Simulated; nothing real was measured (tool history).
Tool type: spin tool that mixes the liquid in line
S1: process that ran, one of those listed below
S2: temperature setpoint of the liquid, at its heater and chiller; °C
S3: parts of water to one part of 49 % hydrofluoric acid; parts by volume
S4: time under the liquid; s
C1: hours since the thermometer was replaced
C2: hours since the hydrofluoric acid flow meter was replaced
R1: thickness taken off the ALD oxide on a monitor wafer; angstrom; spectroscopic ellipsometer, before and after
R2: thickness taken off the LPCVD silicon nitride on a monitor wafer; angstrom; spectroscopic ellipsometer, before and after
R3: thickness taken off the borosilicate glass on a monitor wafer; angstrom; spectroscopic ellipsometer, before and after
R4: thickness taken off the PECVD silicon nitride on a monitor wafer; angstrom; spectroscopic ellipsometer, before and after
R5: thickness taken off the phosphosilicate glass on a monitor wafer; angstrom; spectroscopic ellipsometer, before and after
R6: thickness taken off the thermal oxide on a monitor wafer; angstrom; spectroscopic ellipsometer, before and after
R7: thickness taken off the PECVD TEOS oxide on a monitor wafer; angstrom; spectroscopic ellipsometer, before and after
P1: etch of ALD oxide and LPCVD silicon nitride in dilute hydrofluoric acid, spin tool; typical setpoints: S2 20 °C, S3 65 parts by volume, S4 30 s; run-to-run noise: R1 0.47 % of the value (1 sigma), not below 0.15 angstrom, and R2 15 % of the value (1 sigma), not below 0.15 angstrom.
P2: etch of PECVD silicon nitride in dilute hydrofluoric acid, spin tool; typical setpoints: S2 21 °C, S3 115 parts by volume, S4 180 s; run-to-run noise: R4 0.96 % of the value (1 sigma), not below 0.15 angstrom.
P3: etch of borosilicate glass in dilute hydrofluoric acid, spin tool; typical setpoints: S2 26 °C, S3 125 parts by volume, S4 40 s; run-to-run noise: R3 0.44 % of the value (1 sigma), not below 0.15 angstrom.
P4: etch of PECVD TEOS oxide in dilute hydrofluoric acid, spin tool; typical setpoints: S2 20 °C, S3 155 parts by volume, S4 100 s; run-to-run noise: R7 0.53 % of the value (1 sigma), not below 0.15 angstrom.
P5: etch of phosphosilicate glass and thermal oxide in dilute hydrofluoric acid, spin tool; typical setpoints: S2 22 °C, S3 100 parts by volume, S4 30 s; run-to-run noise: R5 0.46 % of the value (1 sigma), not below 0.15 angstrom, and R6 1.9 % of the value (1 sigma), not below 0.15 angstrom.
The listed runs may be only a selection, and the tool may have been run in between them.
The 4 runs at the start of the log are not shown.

run 5 hour=46.9 | S1=P1 S2=20 S3=65 S4=15 | C1=1023 C2=867 | R1=69.234 R2=0.95216
run 6 hour=57.1 | S1=P1 S2=20 S3=35 S4=30 | C1=1033.2 C2=877.2 | R1=265.24 R2=2.4211
run 7 hour=66 | S1=P4 S2=20 S3=155 S4=100 | C1=1042.1 C2=886.1 | R7=44.251
run 8 hour=77.5 | S1=P1 S2=20 S3=65 S4=30 | C1=1053.6 C2=897.6 | R1=135.75 R2=1.6254
run 9 hour=86.4 | S1=P2 S2=21 S3=115 S4=180 | C1=1062.5 C2=906.5 | R4=22.281
run 10 hour=95.3 | S1=P1 S2=24 S3=65 S4=30 | C1=1071.4 C2=915.4 | R1=161.07 R2=2.1382
run 11 hour=104.5 | S1=P1 S2=20 S3=90 S4=30 | C1=1080.6 C2=924.6 | R1=95.417 R2=1.3618
run 12 hour=116.3 | S1=P2 S2=28.5 S3=115 S4=180 | C1=1092.4 C2=936.4 | R4=36.224
run 13 hour=127.8 | S1=P3 S2=17.5 S3=125 S4=40 | C1=1103.9 C2=947.9 | R3=92.764
run 14 hour=138.4 | S1=P2 S2=21 S3=190 S4=180 | C1=1114.5 C2=958.5 | R4=13.276
run 15 hour=145.3 | S1=P4 S2=20 S3=155 S4=15 | C1=1121.4 C2=965.4 | R7=6.5915
run 16 hour=151.1 | S1=P3 S2=26 S3=125 S4=80 | C1=1127.2 C2=971.2 | R3=261.06
run 17 hour=157.4 | S1=P5 S2=22 S3=100 S4=30 | C1=1133.5 C2=977.5 | R5=547 R6=13.141
run 18 hour=168.8 | S1=P5 S2=30 S3=100 S4=30 | C1=1144.9 C2=988.9 | R5=743.64 R6=17.781
run 19 hour=177.6 | S1=P1 S2=20 S3=65 S4=30 | C1=1153.7 C2=997.7 | R1=137.65 R2=1.6406
run 20 hour=190.3 | S1=P1 S2=26 S3=25 S4=30 | C1=1166.4 C2=1010.4 | R1=483.85 R2=4.8969
run 21 hour=200.8 | S1=P1 S2=20 S3=65 S4=30 | C1=1176.9 C2=1020.9 | R1=135.96 R2=2.2444
run 22 hour=207.7 | S1=P5 S2=22 S3=25 S4=30 | C1=1183.8 C2=1027.8 | R5=2410.1 R6=58.033
run 23 hour=217.8 | S1=P4 S2=20 S3=30 S4=100 | C1=1193.9 C2=1037.9 | R7=260.31
run 24 hour=225.3 | S1=P3 S2=26 S3=125 S4=40 | C1=1201.4 C2=1045.4 | R3=130.73
run 25 hour=234.6 | S1=P1 S2=20 S3=65 S4=65 | C1=1210.7 C2=1054.7 | R1=295.5 R2=2.9728
run 26 hour=246.4 | S1=P3 S2=26 S3=125 S4=40 | C1=1222.5 C2=1066.5 | R3=130.51

What does the tool deliver on the next run?
run 27 hour=257.3 | S1=P1 S2=17 S3=65 S4=30 | C1=1233.4 C2=1077.4 | R1=? R2=?

{"run 27": {"R1": 121.44, "R2": 1.4826}}
